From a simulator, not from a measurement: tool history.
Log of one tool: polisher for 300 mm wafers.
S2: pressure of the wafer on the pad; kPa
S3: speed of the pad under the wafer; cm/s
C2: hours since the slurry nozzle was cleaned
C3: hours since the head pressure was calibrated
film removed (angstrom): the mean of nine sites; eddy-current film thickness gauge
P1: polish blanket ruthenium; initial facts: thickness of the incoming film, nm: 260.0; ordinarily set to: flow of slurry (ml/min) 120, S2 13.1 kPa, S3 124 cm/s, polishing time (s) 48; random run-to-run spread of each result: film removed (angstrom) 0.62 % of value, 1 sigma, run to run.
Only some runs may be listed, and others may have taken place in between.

{"run": 1, "hour": 14.2, "flow of slurry (ml/min)": 120, "S2": 13.1, "S3": 124, "polishing time (s)": 48, "wafers polished on this pad": 1134, "C2": 389.1, "C3": 272.7, "film removed (angstrom)": 569.21}
{"run": 2, "hour": 22.8, "flow of slurry (ml/min)": 120, "S2": 13.1, "S3": 124, "polishing time (s)": 48, "wafers polished on this pad": 1276, "C2": 397.7, "C3": 281.3, "film removed (angstrom)": 570.74}
{"run": 3, "hour": 35.3, "flow of slurry (ml/min)": 185, "S2": 13.1, "S3": 124, "polishing time (s)": 48, "wafers polished on this pad": 1482, "C2": 410.2, "C3": 293.8, "film removed (angstrom)": 617.88}
{"run": 4, "hour": 49.5, "flow of slurry (ml/min)": 120, "S2": 13.1, "S3": 124, "polishing time (s)": 48, "wafers polished on this pad": 1717, "C2": 424.4, "C3": 308.0, "film removed (angstrom)": 574.44}
{"hour": 56.2, "done": "worn pad replaced by a new one"}
{"run": 5, "hour": 59.4, "flow of slurry (ml/min)": 120, "S2": 13.1, "S3": 124, "polishing time (s)": 74, "wafers polished on this pad": 53, "C2": 434.3, "C3": 317.9, "film removed (angstrom)": 893.42}
{"run": 6, "hour": 66.3, "flow of slurry (ml/min)": 85, "S2": 13.1, "S3": 124, "polishing time (s)": 28, "wafers polished on this pad": 167, "C2": 441.2, "C3": 324.8, "film removed (angstrom)": 309.11}
{"run": 7, "hour": 79.0, "flow of slurry (ml/min)": 120, "S2": 13.1, "S3": 124, "polishing time (s)": 22, "wafers polished on this pad": 377, "C2": 453.9, "C3": 337.5, "film removed (angstrom)": 262.35}
{"run": 8, "hour": 93.4, "flow of slurry (ml/min)": 70, "S2": 13.1, "S3": 124, "polishing time (s)": 48, "wafers polished on this pad": 615, "C2": 468.3, "C3": 351.9, "film removed (angstrom)": 499.17}
{"run": 9, "hour": 109.1, "flow of slurry (ml/min)": 120, "S2": 13.1, "S3": 124, "polishing time (s)": 48, "wafers polished on this pad": 874, "C2": 484.0, "C3": 367.6, "film removed (angstrom)": 572.68}
{"run": 10, "hour": 123.6, "flow of slurry (ml/min)": 120, "S2": 17.2, "S3": 124, "polishing time (s)": 48, "wafers polished on this pad": 1114, "C2": 498.5, "C3": 382.1, "film removed (angstrom)": 752.8}
{"run": 11, "hour": 138.9, "flow of slurry (ml/min)": 120, "S2": 13.1, "S3": 124, "polishing time (s)": 48, "wafers polished on this pad": 1367, "C2": 513.8, "C3": 397.4, "film removed (angstrom)": 578.03}
{"run": 12, "hour": 150.0, "flow of slurry (ml/min)": 120, "S2": 13.1, "S3": 124, "polishing time (s)": 48, "wafers polished on this pad": 1550, "C2": 524.9, "C3": 408.5, "film removed (angstrom)": 575.51}
{"run": 13, "hour": 157.9, "flow of slurry (ml/min)": 120, "S2": 6.2, "S3": 124, "polishing time (s)": 48, "wafers polished on this pad": 1681, "C2": 532.8, "C3": 416.4, "film removed (angstrom)": 275.85}
{"run": 14, "hour": 169.3, "flow of slurry (ml/min)": 120, "S2": 13.1, "S3": 158, "polishing time (s)": 48, "wafers polished on this pad": 1869, "C2": 544.2, "C3": 427.8, "film removed (angstrom)": 732.44}
{"run": 15, "hour": 176.2, "flow of slurry (ml/min)": 120, "S2": 13.1, "S3": 56, "polishing time (s)": 48, "wafers polished on this pad": 1983, "C2": 551.1, "C3": 434.7, "film removed (angstrom)": 260.21}
{"run": 16, "hour": 187.7, "flow of slurry (ml/min)": 120, "S2": 17.9, "S3": 124, "polishing time (s)": 71, "wafers polished on this pad": 2173, "C2": 562.6, "C3": 446.2, "film removed (angstrom)": 1170.3}
{"run": 17, "hour": 197.7, "flow of slurry (ml/min)": 120, "S2": 13.1, "S3": 124, "polishing time (s)": 48, "wafers polished on this pad": 2339, "C2": 572.6, "C3": 456.2, "film removed (angstrom)": 574.38}
{"run": 18, "hour": 209.7, "flow of slurry (ml/min)": 120, "S2": 13.1, "S3": 124, "polishing time (s)": 48, "wafers polished on this pad": 2537, "C2": 584.6, "C3": 468.2, "film removed (angstrom)": 554.68}
{"run": 19, "hour": 222.2, "flow of slurry (ml/min)": 120, "S2": 13.1, "S3": 124, "polishing time (s)": 48, "wafers polished on this pad": 2744, "C2": 597.1, "C3": 480.7, "film removed (angstrom)": 545.89}
{"run": 20, "hour": 230.3, "flow of slurry (ml/min)": 120, "S2": 13.1, "S3": 124, "polishing time (s)": 48, "wafers polished on this pad": 2877, "C2": 605.2, "C3": 488.8, "film removed (angstrom)": 537.26}
{"run": 21, "hour": 240.9, "flow of slurry (ml/min)": 120, "S2": 13.1, "S3": 124, "polishing time (s)": 48, "wafers polished on this pad": 3053, "C2": 615.8, "C3": 499.4, "film removed (angstrom)": 539.77}
{"run": 22, "hour": 250.4, "flow of slurry (ml/min)": 120, "S2": 13.1, "S3": 124, "polishing time (s)": 48, "wafers polished on this pad": 3210, "C2": 625.3, "C3": 508.9, "film removed (angstrom)": 530.0}
{"hour": 257.1, "done": "worn pad replaced by a new one"}
{"run": 23, "hour": 260.5, "flow of slurry (ml/min)": 120, "S2": 13.1, "S3": 124, "polishing time (s)": 48, "wafers polished on this pad": 57, "C2": 635.4, "C3": 519.0, "film removed (angstrom)": 525.46}
{"run": 24, "hour": 272.3, "flow of slurry (ml/min)": 120, "S2": 13.1, "S3": 124, "polishing time (s)": 48, "wafers polished on this pad": 252, "C2": 647.2, "C3": 530.8, "film removed (angstrom)": 528.14}
{"run": 25, "hour": 283.0, "flow of slurry (ml/min)": 120, "S2": 13.1, "S3": 124, "polishing time (s)": 48, "wafers polished on this pad": 429, "C2": 657.9, "C3": 541.5, "film removed (angstrom)": 530.24}

P1 has crept away from where it was. The log is fitted equally well by each of these 2 causes, at the sizes shown:
A: head's pressure below its setpoint, % = 8.17
B: slurry flow missing at the pad, % = 29.2
The onset of the drift is placed at about hour 197.7.
Excluded causes, each with its reason:
removal rate lost through wear of the pad, %: was serviced at hour 257.1, once the creep was under way, yet the earlier output never came back

Each of the 4 check runs below uses one wafer; its results are left as question marks. Which run tells the causes apart?
{"run": "check 1", "hour": 293.7, "flow of slurry (ml/min)": 145, "S2": 6.2, "S3": 124, "polishing time (s)": 48, "film removed (angstrom)": "?"}
{"run": "check 2", "hour": 293.7, "flow of slurry (ml/min)": 120, "S2": 9.0, "S3": 124, "polishing time (s)": 22, "film removed (angstrom)": "?"}
{"run": "check 3", "hour": 293.7, "flow of slurry (ml/min)": 120, "S2": 13.1, "S3": 58, "polishing time (s)": 48, "film removed (angstrom)": "?"}
{"run": "check 4", "hour": 293.7, "flow of slurry (ml/min)": 70, "S2": 13.1, "S3": 124, "polishing time (s)": 35, "film removed (angstrom)": "?"}

Predicted outcomes, by check and by cause:
check=check_1 result=film_removed_(angstrom) if_A=259.60 if_B=263.07
check=check_2 result=film_removed_(angstrom) if_A=165.68 if_B=165.68
check=check_3 result=film_removed_(angstrom) if_A=247.12 if_B=247.12
check=check_4 result=film_removed_(angstrom) if_A=333.09 if_B=317.17
Per-check spread between the two closest causes, in the result where they differ most: check 1 1.33 %; check 2 0 %; check 3 0 %; check 4 4.9 %
The causes can be told apart only by check 4. The other checks would give nearly the same results under each of them.

Check 4 has now been run. It gave: film removed (angstrom) 317.10. Which of the candidate causes is it?

The correct cause is B, namely: slurry flow missing at the pad, %.
